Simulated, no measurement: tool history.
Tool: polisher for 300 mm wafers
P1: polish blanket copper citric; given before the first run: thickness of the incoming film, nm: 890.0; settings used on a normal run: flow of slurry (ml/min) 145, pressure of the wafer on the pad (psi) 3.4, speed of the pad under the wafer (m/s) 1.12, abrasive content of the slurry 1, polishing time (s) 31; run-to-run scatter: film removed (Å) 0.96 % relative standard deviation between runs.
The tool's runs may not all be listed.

run,day,flow of slurry (ml/min),pressure of the wafer on the pad (psi),speed of the pad under the wafer (m/s),abrasive content of the slurry,polishing time (s),wafers polished on this pad,hours since the slurry nozzle was cleaned,hours since the head pressure was calibrated,hours since the slurry blender was calibrated,film removed (Å)
1,0.462,145,3.4,1.12,1,31,176,232,640.9,76.2,742.52
2,1.088,145,3.4,1.12,0.55,31,291,247,655.9,91.2,652.59
3,1.742,205,3.4,1.12,0.7,31,411,262.7,671.6,106.9,721.39
4,2.138,145,3.4,1.78,1,31,484,272.2,681.1,116.4,1191.1
5,2.571,145,3.4,1.12,1,31,563,282.6,691.5,126.8,742.7
# day 2.796: slurry blender recalibrated
6,3.071,145,3.4,1.12,1,31,655,294.6,703.5,6.6,745.14
7,3.604,145,3.4,1.12,1,31,753,307.4,716.3,19.4,747.33
8,3.904,145,3.4,1.12,1,31,809,314.6,723.5,26.6,756.84
9,4.292,145,3.4,1.12,1,31,880,323.9,732.8,35.9,762.54
10,4.846,220,3.4,1.12,1.45,31,982,337.2,746.1,49.2,863.78
11,5.317,145,3.4,0.66,1,31,1068,348.5,757.4,60.5,449.47
12,5.9,85,3.4,1.12,1,31,1175,362.5,771.4,74.5,647.23
13,6.342,145,1.7,1.12,1,31,1257,373.1,782,85.1,377.41
14,6.967,145,3.4,1.12,1,46,1371,388.1,797,100.1,1113.9
15,7.279,145,3.4,1.12,1.4,31,1429,395.6,804.5,107.6,794.45
16,7.712,210,3.4,1.12,1,31,1509,406,814.9,118,792.28
17,8.125,145,5.1,1.12,1,31,1584,415.9,824.8,127.9,1112.1
18,8.754,145,3.4,1.12,1,20,1700,431,839.9,143,479.77
19,9.138,145,3.4,1.12,1,31,1770,440.2,849.1,152.2,753.48
20,9.458,145,3.4,1.12,1,31,1829,447.9,856.8,159.9,724.42
21,10.104,145,3.4,1.12,1,31,1948,463.4,872.3,175.4,723.86
22,10.679,145,3.4,1.12,1,31,2054,477.2,886.1,189.2,694.04
# day 10.821: head pressure recalibrated
23,10.992,145,3.4,1.12,1,31,2111,484.7,4.1,196.7,688.36
# day 11.288: slurry blender recalibrated
24,11.596,145,3.4,1.12,1,31,2222,499.2,18.6,7.4,695.38
25,12.212,145,3.4,1.12,1,31,2336,514,33.4,22.2,680.55
26,12.65,145,3.4,1.12,1,31,2416,524.5,43.9,32.7,676.84

P1 no longer gives what it gave before; its output has crept away from where it was. The following 2 causes, each at its listed size, fit the log equally well:
A: slurry flow missing at the pad, % = 34.3
B: removal rate lost through wear of the pad, % = 8.71
Creep in the process output first set in at about day 9.138.
Each remaining cause and why it is not a fit:
head's pressure below its setpoint, %: was serviced at day 10.821, once the creep was under way, yet the earlier output never came back
abrasive missing from the slurry, %: was serviced at day 11.288, once the creep was under way, yet the earlier output never came back

The list below offers 4 check runs, each averaging the results of 2 wafers, and shows each result as a question mark. For which of them would the listed causes give clearly different results?
check 1,13.088,145,3.4,1.62,1,31,,,,,?
check 2,13.088,85,3.4,1.12,1,41,,,,,?
check 3,13.088,145,2.1,1.12,0.65,31,,,,,?
check 4,13.088,145,2.3,1.12,1,37,,,,,?

If the cause were each of the candidates in turn, the checks would give the following:
check,result,if A,if B
check 1,film removed (Å),979.52,979.67
check 2,film removed (Å),755.45,797.18
check 3,film removed (Å),389.1,389.16
check 4,film removed (Å),555.01,555.1
Per check, the gap between the least separated pair of causes, taken in the result that splits them most: check 1 0.02 %; check 2 5.38 %; check 3 0.02 %; check 4 0.02 %
Check 2 distinguishes between the causes, while the remaining checks would return nearly the same result for all of them.

Check 2 was carried out, with these results: film removed (Å) 746.49. Which of the listed causes is responsible?

The cause is A: slurry flow missing at the pad, %.

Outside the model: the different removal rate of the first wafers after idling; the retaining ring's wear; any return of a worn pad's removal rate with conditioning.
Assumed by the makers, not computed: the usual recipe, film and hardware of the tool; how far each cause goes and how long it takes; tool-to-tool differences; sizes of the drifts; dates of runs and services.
